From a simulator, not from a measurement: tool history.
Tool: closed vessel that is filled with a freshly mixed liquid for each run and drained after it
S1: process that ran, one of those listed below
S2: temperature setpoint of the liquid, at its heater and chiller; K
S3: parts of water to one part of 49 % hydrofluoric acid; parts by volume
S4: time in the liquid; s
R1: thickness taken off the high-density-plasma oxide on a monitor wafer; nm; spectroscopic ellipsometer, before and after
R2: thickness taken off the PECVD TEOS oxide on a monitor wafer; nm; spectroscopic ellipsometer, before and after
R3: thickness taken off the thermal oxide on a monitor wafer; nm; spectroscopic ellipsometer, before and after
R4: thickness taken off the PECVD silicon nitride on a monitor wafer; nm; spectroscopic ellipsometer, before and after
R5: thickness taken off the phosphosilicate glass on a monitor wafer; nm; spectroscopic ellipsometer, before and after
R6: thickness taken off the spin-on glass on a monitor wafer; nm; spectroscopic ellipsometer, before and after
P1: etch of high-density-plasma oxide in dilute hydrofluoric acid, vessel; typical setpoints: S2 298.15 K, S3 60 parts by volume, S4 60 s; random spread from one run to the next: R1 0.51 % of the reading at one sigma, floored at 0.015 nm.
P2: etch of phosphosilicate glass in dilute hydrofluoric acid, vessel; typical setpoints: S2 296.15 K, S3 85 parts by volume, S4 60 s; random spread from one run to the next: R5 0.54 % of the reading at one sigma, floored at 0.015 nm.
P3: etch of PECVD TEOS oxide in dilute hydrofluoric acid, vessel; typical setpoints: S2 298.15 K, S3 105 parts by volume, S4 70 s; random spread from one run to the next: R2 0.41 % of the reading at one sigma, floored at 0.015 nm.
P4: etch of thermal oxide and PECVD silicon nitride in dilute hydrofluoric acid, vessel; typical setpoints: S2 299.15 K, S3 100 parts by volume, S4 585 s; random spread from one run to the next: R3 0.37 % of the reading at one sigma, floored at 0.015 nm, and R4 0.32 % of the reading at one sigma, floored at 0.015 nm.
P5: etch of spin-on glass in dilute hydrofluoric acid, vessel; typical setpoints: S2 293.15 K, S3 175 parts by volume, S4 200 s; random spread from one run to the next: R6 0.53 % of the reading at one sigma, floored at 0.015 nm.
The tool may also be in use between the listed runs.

| run | hour | S1 | S2 | S3 | S4 | R1 | R2 | R3 | R4 | R5 | R6 |
|---|---|---|---|---|---|---|---|---|---|---|---|
| 1 | 4.1 | P1 | 298.15 | 60 | 60 | 10.7760 |  |  |  |  |  |
| 2 | 9.6 | P3 | 298.15 | 105 | 70 |  | 6.8182 |  |  |  |  |
| 3 | 14.8 | P4 | 299.15 | 100 | 115 |  |  | 6.1602 | 2.3206 |  |  |
| 4 | 20.6 | P2 | 296.15 | 85 | 60 |  |  |  |  | 131.44 |  |
| 5 | 26.7 | P3 | 298.15 | 105 | 70 |  | 6.8780 |  |  |  |  |
| 6 | 32.7 | P2 | 291.15 | 85 | 60 |  |  |  |  | 107.39 |  |
| 7 | 38.7 | P5 | 293.15 | 95 | 200 |  |  |  |  |  | 42.3490 |
| 8 | 44.7 | P1 | 293.65 | 95 | 60 | 5.4467 |  |  |  |  |  |
| 9 | 50.4 | P1 | 291.65 | 60 | 100 | 13.8760 |  |  |  |  |  |
| 10 | 55.6 | P5 | 293.15 | 175 | 200 |  |  |  |  |  | 20.9790 |
| 11 | 61.6 | P1 | 298.15 | 60 | 60 | 10.8720 |  |  |  |  |  |
| 12 | 64.4 | P2 | 296.15 | 55 | 60 |  |  |  |  | 211.85 |  |
| 13 | 70.2 | P1 | 298.15 | 35 | 60 | 19.3180 |  |  |  |  |  |
| 14 | 73.0 | P4 | 299.15 | 100 | 585 |  |  | 31.2950 | 11.8750 |  |  |
| 15 | 76.3 | P2 | 296.15 | 85 | 60 |  |  |  |  | 131.34 |  |
| 16 | 81.3 | P1 | 306.65 | 60 | 60 | 15.1740 |  |  |  |  |  |
| 17 | 84.9 | P1 | 291.15 | 60 | 60 | 8.1891 |  |  |  |  |  |
|  | 88.8 | hydrofluoric acid flow meter replaced |
| 18 | 89.2 | P5 | 293.15 | 175 | 85 |  |  |  |  |  | 8.9509 |
| 19 | 94.8 | P1 | 298.15 | 95 | 60 | 6.5735 |  |  |  |  |  |
| 20 | 99.4 | P1 | 298.15 | 25 | 105 | 48.1910 |  |  |  |  |  |
| 21 | 102.6 | P3 | 298.15 | 105 | 125 |  | 12.2450 |  |  |  |  |
| 22 | 106.3 | P4 | 295.65 | 100 | 585 |  |  | 27.3740 | 9.4588 |  |  |
| 23 | 109.6 | P4 | 299.15 | 170 | 585 |  |  | 16.8770 | 6.9728 |  |  |
| 24 | 112.2 | P2 | 296.15 | 85 | 90 |  |  |  |  | 197.64 |  |
| 25 | 117.9 | P1 | 298.15 | 60 | 60 | 10.7560 |  |  |  |  |  |
| 26 | 122.5 | P3 | 302.15 | 105 | 70 |  | 7.9453 |  |  |  |  |
| 27 | 128.1 | P5 | 301.15 | 175 | 200 |  |  |  |  |  | 28.3270 |
|  | 133.4 | thermometer replaced |
| 28 | 133.7 | P3 | 298.15 | 50 | 70 |  | 15.5450 |  |  |  |  |
| 29 | 136.4 | P1 | 298.15 | 60 | 30 | 5.4110 |  |  |  |  |  |
| 30 | 142.3 | P5 | 293.15 | 175 | 200 |  |  |  |  |  | 21.2150 |
| 31 | 147.0 | P1 | 298.15 | 60 | 60 | 10.9230 |  |  |  |  |  |
| 32 | 150.2 | P1 | 298.15 | 60 | 110 | 20.0610 |  |  |  |  |  |
| 33 | 154.1 | P1 | 298.15 | 60 | 60 | 10.8160 |  |  |  |  |  |
| 34 | 158.7 | P1 | 298.15 | 60 | 60 | 10.7650 |  |  |  |  |  |
| 35 | 164.2 | P1 | 298.15 | 60 | 60 | 10.4920 |  |  |  |  |  |
| 36 | 167.8 | P1 | 298.15 | 60 | 60 | 10.4590 |  |  |  |  |  |
| 37 | 170.9 | P1 | 298.15 | 60 | 60 | 10.3740 |  |  |  |  |  |
| 38 | 176.1 | P1 | 298.15 | 60 | 60 | 10.2350 |  |  |  |  |  |
| 39 | 179.6 | P1 | 298.15 | 60 | 60 | 10.1080 |  |  |  |  |  |
| 40 | 184.0 | P1 | 298.15 | 60 | 60 | 10.2450 |  |  |  |  |  |
| 41 | 186.8 | P1 | 298.15 | 60 | 60 | 10.1330 |  |  |  |  |  |
| 42 | 191.7 | P1 | 298.15 | 60 | 60 | 10.1260 |  |  |  |  |  |
| 43 | 195.6 | P1 | 298.15 | 60 | 60 | 10.1090 |  |  |  |  |  |

P1 no longer gives what it gave before; its output has crept away from where it was. The following 2 causes, each at its listed size, fit the log equally well:
A: hydrofluoric acid flow below the setpoint (%) = 6.21
B: liquid colder than its thermometer reads (K) = 1.71
At approximately hour 158.7, the process output began to creep.

Which of the 4 check runs listed below separates the causes, so that each cause would produce a clearly different result? Each run uses one wafer, and its results are marked with question marks.
| check 1 | 199.5 | P4 | 299.15 | 100 | 585 |  |  | ? | ? |  |  |
| check 2 | 199.5 | P3 | 298.15 | 105 | 70 |  | ? |  |  |  |  |
| check 3 | 199.5 | P2 | 296.15 | 85 | 60 |  |  |  |  | ? |  |
| check 4 | 199.5 | P5 | 293.15 | 175 | 200 |  |  |  |  |  | ? |

If the cause were each of the candidates in turn, the checks would give the following:
| check | result | if A | if B |
|---|---|---|---|
| check 1 | R3 | 29.2720 | 29.4350 |
| check 1 | R4 | 11.0930 | 10.5740 |
| check 2 | R2 | 6.3757 | 6.4096 |
| check 3 | R5 | 122.69 | 122.86 |
| check 4 | R6 | 19.4280 | 19.5870 |
Smallest distance between any two causes, each pair judged by its most separating result, in per cent: check 1 4.8 %; check 2 0.53 %; check 3 0.14 %; check 4 0.81 %
Only check 1 tells the causes apart: in the others they would give nearly the same result.

Check 1 was carried out, with these results: R3 29.5050 nm; R4 10.5730 nm. Which of the listed causes is responsible?

It is B: liquid colder than its thermometer reads (K).

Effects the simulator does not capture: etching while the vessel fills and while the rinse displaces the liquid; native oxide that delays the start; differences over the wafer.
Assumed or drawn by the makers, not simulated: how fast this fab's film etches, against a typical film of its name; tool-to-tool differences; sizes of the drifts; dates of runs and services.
